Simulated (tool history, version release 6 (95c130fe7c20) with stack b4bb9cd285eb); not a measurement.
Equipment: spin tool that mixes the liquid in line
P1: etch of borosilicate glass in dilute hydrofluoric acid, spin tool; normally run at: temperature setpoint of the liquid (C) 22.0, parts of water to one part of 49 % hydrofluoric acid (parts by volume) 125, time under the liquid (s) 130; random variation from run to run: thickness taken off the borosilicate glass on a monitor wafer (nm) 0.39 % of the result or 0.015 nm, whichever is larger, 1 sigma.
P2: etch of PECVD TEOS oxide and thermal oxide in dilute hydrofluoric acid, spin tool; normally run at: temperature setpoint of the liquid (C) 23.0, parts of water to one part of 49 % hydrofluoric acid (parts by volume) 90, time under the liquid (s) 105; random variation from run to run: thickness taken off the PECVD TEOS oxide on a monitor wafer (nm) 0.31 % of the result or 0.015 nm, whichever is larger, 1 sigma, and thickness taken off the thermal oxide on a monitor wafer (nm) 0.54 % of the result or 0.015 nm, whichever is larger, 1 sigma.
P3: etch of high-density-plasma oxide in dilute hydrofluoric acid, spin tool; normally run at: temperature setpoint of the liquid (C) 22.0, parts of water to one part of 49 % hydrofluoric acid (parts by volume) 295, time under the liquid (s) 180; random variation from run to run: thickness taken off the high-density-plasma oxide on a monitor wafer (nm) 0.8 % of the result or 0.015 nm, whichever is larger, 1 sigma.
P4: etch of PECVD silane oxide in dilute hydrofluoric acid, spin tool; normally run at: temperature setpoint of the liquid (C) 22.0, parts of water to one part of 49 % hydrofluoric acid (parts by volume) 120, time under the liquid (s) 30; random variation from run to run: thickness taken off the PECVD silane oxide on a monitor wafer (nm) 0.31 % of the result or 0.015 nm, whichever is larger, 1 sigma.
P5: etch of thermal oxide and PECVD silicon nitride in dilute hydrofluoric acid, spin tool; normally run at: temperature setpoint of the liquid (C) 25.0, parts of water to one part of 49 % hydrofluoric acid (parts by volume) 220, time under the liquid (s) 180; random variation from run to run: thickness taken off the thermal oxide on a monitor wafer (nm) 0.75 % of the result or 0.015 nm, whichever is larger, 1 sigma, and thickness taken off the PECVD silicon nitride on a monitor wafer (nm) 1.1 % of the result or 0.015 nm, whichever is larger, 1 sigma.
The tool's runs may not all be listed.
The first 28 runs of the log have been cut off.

run   hour  process that ran  temperature setpoint of the liquid (C)  parts of water to one part of 49 % hydrofluoric acid (parts by volume)  time under the liquid (s)  hours since the thermometer was replaced  hours since the hydrofluoric acid flow meter was replaced  thickness taken off the borosilicate glass on a monitor wafer (nm)  thickness taken off the PECVD TEOS oxide on a monitor wafer (nm)  thickness taken off the thermal oxide on a monitor wafer (nm)  thickness taken off the PECVD silicon nitride on a monitor wafer (nm)  thickness taken off the PECVD silane oxide on a monitor wafer (nm)  thickness taken off the high-density-plasma oxide on a monitor wafer (nm)
 29  285.6                P1                                    22.0                                                                     210                        130                                     892.1                                                      878.8                                                              15.323
 30  293.7                P1                                    22.0                                                                     125                        130                                     900.2                                                      886.9                                                              28.283
 31  305.7                P1                                    22.0                                                                     125                        130                                     912.2                                                      898.9                                                              28.794
 32  313.0                P1                                    22.0                                                                     125                        130                                     919.5                                                      906.2                                                              29.185
 33  321.8                P1                                    22.0                                                                     125                        130                                     928.3                                                      915.0                                                              29.053
 34  328.6                P1                                    22.0                                                                     125                        130                                     935.1                                                      921.8                                                              29.391
 35  338.2                P1                                    22.0                                                                     125                        130                                     944.7                                                      931.4                                                              29.608
 36  348.7                P1                                    22.0                                                                     125                        130                                     955.2                                                      941.9                                                              29.521
 37  360.2                P1                                    22.0                                                                     125                        130                                     966.7                                                      953.4                                                              29.765
 38  371.8                P1                                    22.0                                                                     125                        130                                     978.3                                                      965.0                                                              29.805
 39  383.3                P1                                    22.0                                                                     125                        130                                     989.8                                                      976.5                                                              29.761

What will run 40 give?
 40  390.3                P1                                    22.0                                                                     125                        130                                     996.8                                                      983.5                                                                   ?

thickness taken off the borosilicate glass on a monitor wafer (nm): 30.021
